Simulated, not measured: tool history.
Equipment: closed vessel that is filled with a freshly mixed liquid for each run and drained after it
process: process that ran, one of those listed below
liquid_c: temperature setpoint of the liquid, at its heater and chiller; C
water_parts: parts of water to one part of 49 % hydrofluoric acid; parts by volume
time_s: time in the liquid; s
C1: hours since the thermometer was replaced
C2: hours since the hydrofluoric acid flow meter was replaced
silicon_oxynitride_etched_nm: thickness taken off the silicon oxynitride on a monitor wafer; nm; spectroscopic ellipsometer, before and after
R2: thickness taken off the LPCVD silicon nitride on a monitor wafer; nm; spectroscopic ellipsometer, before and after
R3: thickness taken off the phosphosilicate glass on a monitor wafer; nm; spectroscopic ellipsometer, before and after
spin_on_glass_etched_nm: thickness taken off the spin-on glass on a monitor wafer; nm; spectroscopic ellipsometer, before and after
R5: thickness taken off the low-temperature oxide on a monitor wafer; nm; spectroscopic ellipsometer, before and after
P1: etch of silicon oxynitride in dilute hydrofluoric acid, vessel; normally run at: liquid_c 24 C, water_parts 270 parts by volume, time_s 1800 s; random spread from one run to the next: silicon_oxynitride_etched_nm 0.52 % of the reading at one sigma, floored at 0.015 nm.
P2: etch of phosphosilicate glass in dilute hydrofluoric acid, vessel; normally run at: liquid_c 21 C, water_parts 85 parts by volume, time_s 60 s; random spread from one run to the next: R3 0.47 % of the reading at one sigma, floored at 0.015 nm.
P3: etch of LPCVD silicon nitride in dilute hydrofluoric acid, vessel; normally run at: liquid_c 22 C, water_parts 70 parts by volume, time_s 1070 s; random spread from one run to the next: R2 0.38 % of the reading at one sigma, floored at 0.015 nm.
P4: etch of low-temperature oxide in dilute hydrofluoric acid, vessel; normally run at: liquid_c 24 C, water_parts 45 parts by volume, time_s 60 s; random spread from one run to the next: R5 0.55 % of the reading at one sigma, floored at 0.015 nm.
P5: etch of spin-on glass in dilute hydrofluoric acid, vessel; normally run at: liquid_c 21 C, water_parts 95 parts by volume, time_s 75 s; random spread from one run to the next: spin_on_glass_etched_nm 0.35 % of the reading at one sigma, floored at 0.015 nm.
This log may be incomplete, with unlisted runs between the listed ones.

Run 1, hour 6.8: process P1, liquid_c 24 C, water_parts 270 parts by volume, time_s 1800 s; C1 556.5; C2 526.3. Result: silicon_oxynitride_etched_nm 11.582 nm.
Run 2, hour 19.8: process P1, liquid_c 17 C, water_parts 270 parts by volume, time_s 1800 s; C1 569.5; C2 539.3. Result: silicon_oxynitride_etched_nm 8.4463 nm.
Run 3, hour 33.5: process P3, liquid_c 22 C, water_parts 70 parts by volume, time_s 1070 s; C1 583.2; C2 553. Result: R2 6.9484 nm.
Run 4, hour 41.3: process P1, liquid_c 24 C, water_parts 270 parts by volume, time_s 3350 s; C1 591; C2 560.8. Result: silicon_oxynitride_etched_nm 21.441 nm.
Run 5, hour 54: process P2, liquid_c 21 C, water_parts 85 parts by volume, time_s 60 s; C1 603.7; C2 573.5. Result: R3 39.263 nm.
Run 6, hour 67.9: process P5, liquid_c 21 C, water_parts 95 parts by volume, time_s 75 s; C1 617.6; C2 587.4. Result: spin_on_glass_etched_nm 30.77 nm.
Run 7, hour 79.9: process P3, liquid_c 22 C, water_parts 125 parts by volume, time_s 1070 s; C1 629.6; C2 599.4. Result: R2 3.9077 nm.
Run 8, hour 93.8: process P4, liquid_c 24 C, water_parts 80 parts by volume, time_s 60 s; C1 643.5; C2 613.3. Result: R5 14.942 nm.
Run 9, hour 104.3: process P2, liquid_c 21 C, water_parts 25 parts by volume, time_s 60 s; C1 654; C2 623.8. Result: R3 145.07 nm.
Run 10, hour 113: process P1, liquid_c 24 C, water_parts 495 parts by volume, time_s 1800 s; C1 662.7; C2 632.5. Result: silicon_oxynitride_etched_nm 5.4487 nm.
Run 11, hour 125.8: process P1, liquid_c 29 C, water_parts 270 parts by volume, time_s 1800 s; C1 675.5; C2 645.3. Result: silicon_oxynitride_etched_nm 14.247 nm.
Run 12, hour 134: process P1, liquid_c 24 C, water_parts 115 parts by volume, time_s 2960 s; C1 683.7; C2 653.5. Result: silicon_oxynitride_etched_nm 50.639 nm.
Run 13, hour 147.6: process P5, liquid_c 17 C, water_parts 95 parts by volume, time_s 75 s; C1 697.3; C2 667.1. Result: spin_on_glass_etched_nm 25.954 nm.
Run 14, hour 157.5: process P4, liquid_c 24 C, water_parts 45 parts by volume, time_s 30 s; C1 707.2; C2 677. Result: R5 14.073 nm.
Run 15, hour 168.9: process P1, liquid_c 24 C, water_parts 270 parts by volume, time_s 760 s; C1 718.6; C2 688.4. Result: silicon_oxynitride_etched_nm 4.9127 nm.
Run 16, hour 181.6: process P1, liquid_c 24 C, water_parts 270 parts by volume, time_s 1800 s; C1 731.3; C2 701.1. Result: silicon_oxynitride_etched_nm 11.568 nm.
Run 17, hour 194.9: process P1, liquid_c 18 C, water_parts 365 parts by volume, time_s 1800 s; C1 744.6; C2 714.4. Result: silicon_oxynitride_etched_nm 6.2261 nm.
Run 18, hour 206.3: process P2, liquid_c 21 C, water_parts 85 parts by volume, time_s 30 s; C1 756; C2 725.8. Result: R3 19.791 nm.
Run 19, hour 214: process P4, liquid_c 19 C, water_parts 45 parts by volume, time_s 60 s; C1 763.7; C2 733.5. Result: R5 22.538 nm.
Run 20, hour 221: process P1, liquid_c 24 C, water_parts 270 parts by volume, time_s 1800 s; C1 770.7; C2 740.5. Result: silicon_oxynitride_etched_nm 11.596 nm.
Run 21, hour 230.3: process P1, liquid_c 24 C, water_parts 270 parts by volume, time_s 1800 s; C1 780; C2 749.8. Result: silicon_oxynitride_etched_nm 11.551 nm.
Run 22, hour 237.3: process P5, liquid_c 21 C, water_parts 95 parts by volume, time_s 75 s; C1 787; C2 756.8. Result: spin_on_glass_etched_nm 30.863 nm.
Run 23, hour 246.8: process P3, liquid_c 18 C, water_parts 70 parts by volume, time_s 1070 s; C1 796.5; C2 766.3. Result: R2 5.1765 nm.
Run 24, hour 260.3: process P5, liquid_c 21 C, water_parts 30 parts by volume, time_s 75 s; C1 810; C2 779.8. Result: spin_on_glass_etched_nm 105.37 nm.
Run 25, hour 271.9: process P2, liquid_c 26 C, water_parts 85 parts by volume, time_s 60 s; C1 821.6; C2 791.4. Result: R3 48.483 nm.
Run 26, hour 285.7: process P1, liquid_c 24 C, water_parts 270 parts by volume, time_s 1800 s; C1 835.4; C2 805.2. Result: silicon_oxynitride_etched_nm 11.651 nm.
Run 27, hour 292.3: process P1, liquid_c 24 C, water_parts 45 parts by volume, time_s 1800 s; C1 842; C2 811.8. Result: silicon_oxynitride_etched_nm 83.752 nm.
Run 28, hour 302.9: process P4, liquid_c 24 C, water_parts 45 parts by volume, time_s 60 s; C1 852.6; C2 822.4. Result: R5 27.826 nm.
Run 29, hour 310.1: process P3, liquid_c 22 C, water_parts 70 parts by volume, time_s 2100 s; C1 859.8; C2 829.6. Result: R2 13.538 nm.
Run 30, hour 319.1: process P1, liquid_c 24 C, water_parts 270 parts by volume, time_s 1800 s; C1 868.8; C2 838.6. Result: silicon_oxynitride_etched_nm 11.64 nm.
Run 31, hour 328.5: process P5, liquid_c 21 C, water_parts 95 parts by volume, time_s 135 s; C1 878.2; C2 848. Result: spin_on_glass_etched_nm 55.031 nm.
Run 32, hour 341.1: process P1, liquid_c 24 C, water_parts 270 parts by volume, time_s 1800 s; C1 890.8; C2 860.6. Result: silicon_oxynitride_etched_nm 11.671 nm.
Run 33, hour 351.2: process P1, liquid_c 24 C, water_parts 270 parts by volume, time_s 1800 s; C1 900.9; C2 870.7. Result: silicon_oxynitride_etched_nm 11.943 nm.
Run 34, hour 364.5: process P1, liquid_c 24 C, water_parts 270 parts by volume, time_s 1800 s; C1 914.2; C2 884. Result: silicon_oxynitride_etched_nm 12.238 nm.
Run 35, hour 374.8: process P1, liquid_c 24 C, water_parts 270 parts by volume, time_s 1800 s; C1 924.5; C2 894.3. Result: silicon_oxynitride_etched_nm 12.296 nm.
Run 36, hour 387.8: process P1, liquid_c 24 C, water_parts 270 parts by volume, time_s 1800 s; C1 937.5; C2 907.3. Result: silicon_oxynitride_etched_nm 12.438 nm.
Run 37, hour 395.9: process P1, liquid_c 24 C, water_parts 270 parts by volume, time_s 1800 s; C1 945.6; C2 915.4. Result: silicon_oxynitride_etched_nm 12.491 nm.
Run 38, hour 410.1: process P1, liquid_c 24 C, water_parts 270 parts by volume, time_s 1800 s; C1 959.8; C2 929.6. Result: silicon_oxynitride_etched_nm 12.382 nm.
Run 39, hour 419: process P1, liquid_c 24 C, water_parts 270 parts by volume, time_s 1800 s; C1 968.7; C2 938.5. Result: silicon_oxynitride_etched_nm 12.384 nm.

Something has made what P1 gives creep away from where it was; the 2 causes below, each at its own stated size, fit the log equally well:
A: liquid hotter than its thermometer reads (K) = 1.65
B: hydrofluoric acid flow above the setpoint (%) = 6.08
The gradual shift began around hour 341.1.

Question marks stand in for the results of the 4 check runs listed below, each run on one wafer. Under which run would the listed causes show clearly different results?
Run check 1, hour 427.9: process P3, liquid_c 18.5 C, water_parts 70 parts by volume, time_s 1980 s. Result: R2 ?.
Run check 2, hour 427.9: process P5, liquid_c 17.5 C, water_parts 95 parts by volume, time_s 130 s. Result: spin_on_glass_etched_nm ?.
Run check 3, hour 427.9: process P4, liquid_c 24 C, water_parts 75 parts by volume, time_s 60 s. Result: R5 ?.
Run check 4, hour 427.9: process P2, liquid_c 25 C, water_parts 35 parts by volume, time_s 60 s. Result: R3 ?.

Expected result of each check under each candidate cause:
  check                   result    if A    if B
check 1                       R2  11.243  10.621
check 2  spin_on_glass_etched_nm  49.273  49.064
check 3                       R5  17.149  17.122
check 4                       R3  129.46   128.7
Gap, in per cent, between the two causes that each check separates least, read from the result that separates them most: check 1 5.69 %; check 2 0.42 %; check 3 0.16 %; check 4 0.59 %
Check 1 tells the causes apart: in the others they would give nearly the same result.

Check 1 was then run and gave: R2 11.224 nm. Which cause is it?

It is A: liquid hotter than its thermometer reads (K).
